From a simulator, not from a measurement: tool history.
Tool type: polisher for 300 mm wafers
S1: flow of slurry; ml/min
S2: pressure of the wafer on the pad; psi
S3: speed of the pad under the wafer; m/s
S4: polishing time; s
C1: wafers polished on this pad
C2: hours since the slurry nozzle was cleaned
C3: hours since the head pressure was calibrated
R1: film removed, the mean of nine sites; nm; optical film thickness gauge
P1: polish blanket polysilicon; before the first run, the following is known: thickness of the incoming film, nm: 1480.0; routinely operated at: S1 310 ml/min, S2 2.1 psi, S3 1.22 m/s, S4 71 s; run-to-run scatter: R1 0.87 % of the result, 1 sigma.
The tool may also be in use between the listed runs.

Run 1, day 0.192: S1 310 ml/min, S2 2.1 psi, S3 1.22 m/s, S4 71 s; C1 667; C2 207.5; C3 251.9. Result: R1 618.56 nm.
Run 2, day 0.350: S1 310 ml/min, S2 2.1 psi, S3 1.22 m/s, S4 71 s; C1 707; C2 211.3; C3 255.7. Result: R1 621.94 nm.
Run 3, day 0.542: S1 185 ml/min, S2 2.1 psi, S3 1.22 m/s, S4 71 s; C1 754; C2 215.9; C3 260.3. Result: R1 590.05 nm.
Run 4, day 0.738: S1 450 ml/min, S2 2.1 psi, S3 1.22 m/s, S4 71 s; C1 803; C2 220.6; C3 265.0. Result: R1 639.89 nm.
Run 5, day 0.983: S1 310 ml/min, S2 2.1 psi, S3 1.80 m/s, S4 71 s; C1 864; C2 226.5; C3 270.9. Result: R1 916.45 nm.
Run 6, day 1.158: S1 310 ml/min, S2 2.1 psi, S3 1.22 m/s, S4 32 s; C1 907; C2 230.7; C3 275.1. Result: R1 278.06 nm.
At day 1.246: worn pad replaced by a new one.
Run 7, day 1.450: S1 310 ml/min, S2 2.1 psi, S3 1.22 m/s, S4 71 s; C1 51; C2 237.7; C3 282.1. Result: R1 625.22 nm.
Run 8, day 1.629: S1 310 ml/min, S2 2.9 psi, S3 1.22 m/s, S4 38 s; C1 95; C2 242.0; C3 286.4. Result: R1 452.10 nm.
Run 9, day 1.854: S1 310 ml/min, S2 2.1 psi, S3 1.22 m/s, S4 98 s; C1 151; C2 247.4; C3 291.8. Result: R1 863.82 nm.
Run 10, day 2.133: S1 310 ml/min, S2 1.1 psi, S3 1.22 m/s, S4 71 s; C1 221; C2 254.1; C3 298.5. Result: R1 317.75 nm.
Run 11, day 2.421: S1 310 ml/min, S2 2.1 psi, S3 1.22 m/s, S4 71 s; C1 292; C2 261.0; C3 305.4. Result: R1 622.67 nm.
Run 12, day 2.604: S1 310 ml/min, S2 2.1 psi, S3 1.22 m/s, S4 71 s; C1 338; C2 265.4; C3 309.8. Result: R1 618.75 nm.
Run 13, day 2.892: S1 310 ml/min, S2 2.1 psi, S3 0.70 m/s, S4 71 s; C1 409; C2 272.3; C3 316.7. Result: R1 355.58 nm.
Run 14, day 3.042: S1 310 ml/min, S2 3.3 psi, S3 1.22 m/s, S4 71 s; C1 446; C2 275.9; C3 320.3. Result: R1 980.68 nm.
At day 3.050: slurry nozzle cleaned.
Run 15, day 3.250: S1 310 ml/min, S2 2.1 psi, S3 1.22 m/s, S4 71 s; C1 498; C2 4.9; C3 325.3. Result: R1 611.60 nm.
Run 16, day 3.488: S1 310 ml/min, S2 2.1 psi, S3 1.22 m/s, S4 71 s; C1 557; C2 10.6; C3 331.0. Result: R1 613.37 nm.
Run 17, day 3.658: S1 310 ml/min, S2 2.1 psi, S3 1.22 m/s, S4 71 s; C1 599; C2 14.7; C3 335.1. Result: R1 613.28 nm.
Run 18, day 3.925: S1 310 ml/min, S2 2.1 psi, S3 1.22 m/s, S4 71 s; C1 665; C2 21.1; C3 341.5. Result: R1 618.36 nm.
Run 19, day 4.125: S1 310 ml/min, S2 2.1 psi, S3 1.22 m/s, S4 71 s; C1 715; C2 25.9; C3 346.3. Result: R1 602.61 nm.
Run 20, day 4.342: S1 310 ml/min, S2 2.1 psi, S3 1.22 m/s, S4 71 s; C1 769; C2 31.1; C3 351.5. Result: R1 597.79 nm.
Run 21, day 4.588: S1 310 ml/min, S2 2.1 psi, S3 1.22 m/s, S4 71 s; C1 830; C2 37.0; C3 357.4. Result: R1 596.44 nm.
Run 22, day 4.792: S1 310 ml/min, S2 2.1 psi, S3 1.22 m/s, S4 71 s; C1 880; C2 41.9; C3 362.3. Result: R1 599.73 nm.
Run 23, day 4.938: S1 310 ml/min, S2 2.1 psi, S3 1.22 m/s, S4 71 s; C1 917; C2 45.4; C3 365.8. Result: R1 588.87 nm.
Run 24, day 5.092: S1 310 ml/min, S2 2.1 psi, S3 1.22 m/s, S4 71 s; C1 955; C2 49.1; C3 369.5. Result: R1 595.06 nm.
At day 5.104: worn pad replaced by a new one.
Run 25, day 5.317: S1 310 ml/min, S2 2.1 psi, S3 1.22 m/s, S4 71 s; C1 52; C2 54.5; C3 374.9. Result: R1 598.86 nm.
Run 26, day 5.579: S1 310 ml/min, S2 2.1 psi, S3 1.22 m/s, S4 71 s; C1 117; C2 60.8; C3 381.2. Result: R1 588.20 nm.
Run 27, day 5.796: S1 310 ml/min, S2 2.1 psi, S3 1.22 m/s, S4 71 s; C1 171; C2 66.0; C3 386.4. Result: R1 582.37 nm.

Something has made what P1 gives creep away from where it was; the 2 causes below, each at its own stated size, fit the log equally well:
A: slurry flow missing at the pad, % = 33.7
B: head's pressure below its setpoint, % = 4.25
The process output started creeping at around day 3.658.
Other possible causes, and why each is ruled out:
removal rate lost through wear of the pad, %: serviced after onset, at day 5.104, with no recovery of the prior output

Of the 4 check runs below, each run on 5 wafers with the results averaged and each result still a question mark, which one would tell the listed causes apart?
Run check 1, day 6.012: S1 310 ml/min, S2 1.3 psi, S3 1.22 m/s, S4 71 s. Result: R1 ?.
Run check 2, day 6.012: S1 185 ml/min, S2 2.1 psi, S3 1.70 m/s, S4 71 s. Result: R1 ?.
Run check 3, day 6.012: S1 310 ml/min, S2 2.9 psi, S3 1.22 m/s, S4 32 s. Result: R1 ?.
Run check 4, day 6.012: S1 310 ml/min, S2 3.1 psi, S3 1.72 m/s, S4 71 s. Result: R1 ?.

How each check would come out, cause by cause:
  check  result     if A     if B
check 1      R1   368.39   368.42
check 2      R1   761.84   782.84
check 3      R1   370.39   370.42
check 4      R1  1238.50  1238.60
How far apart the two closest causes lie, in the result that separates them most: check 1 0.01 %; check 2 2.72 %; check 3 0.01 %; check 4 0.01 %
The other checks would show nearly matching results whichever cause is true, so check 2 is the only one that separates the causes.

Check 2 was carried out, with these results: R1 780.35 nm. Which of the listed causes is responsible?

The cause is B: head's pressure below its setpoint, %.
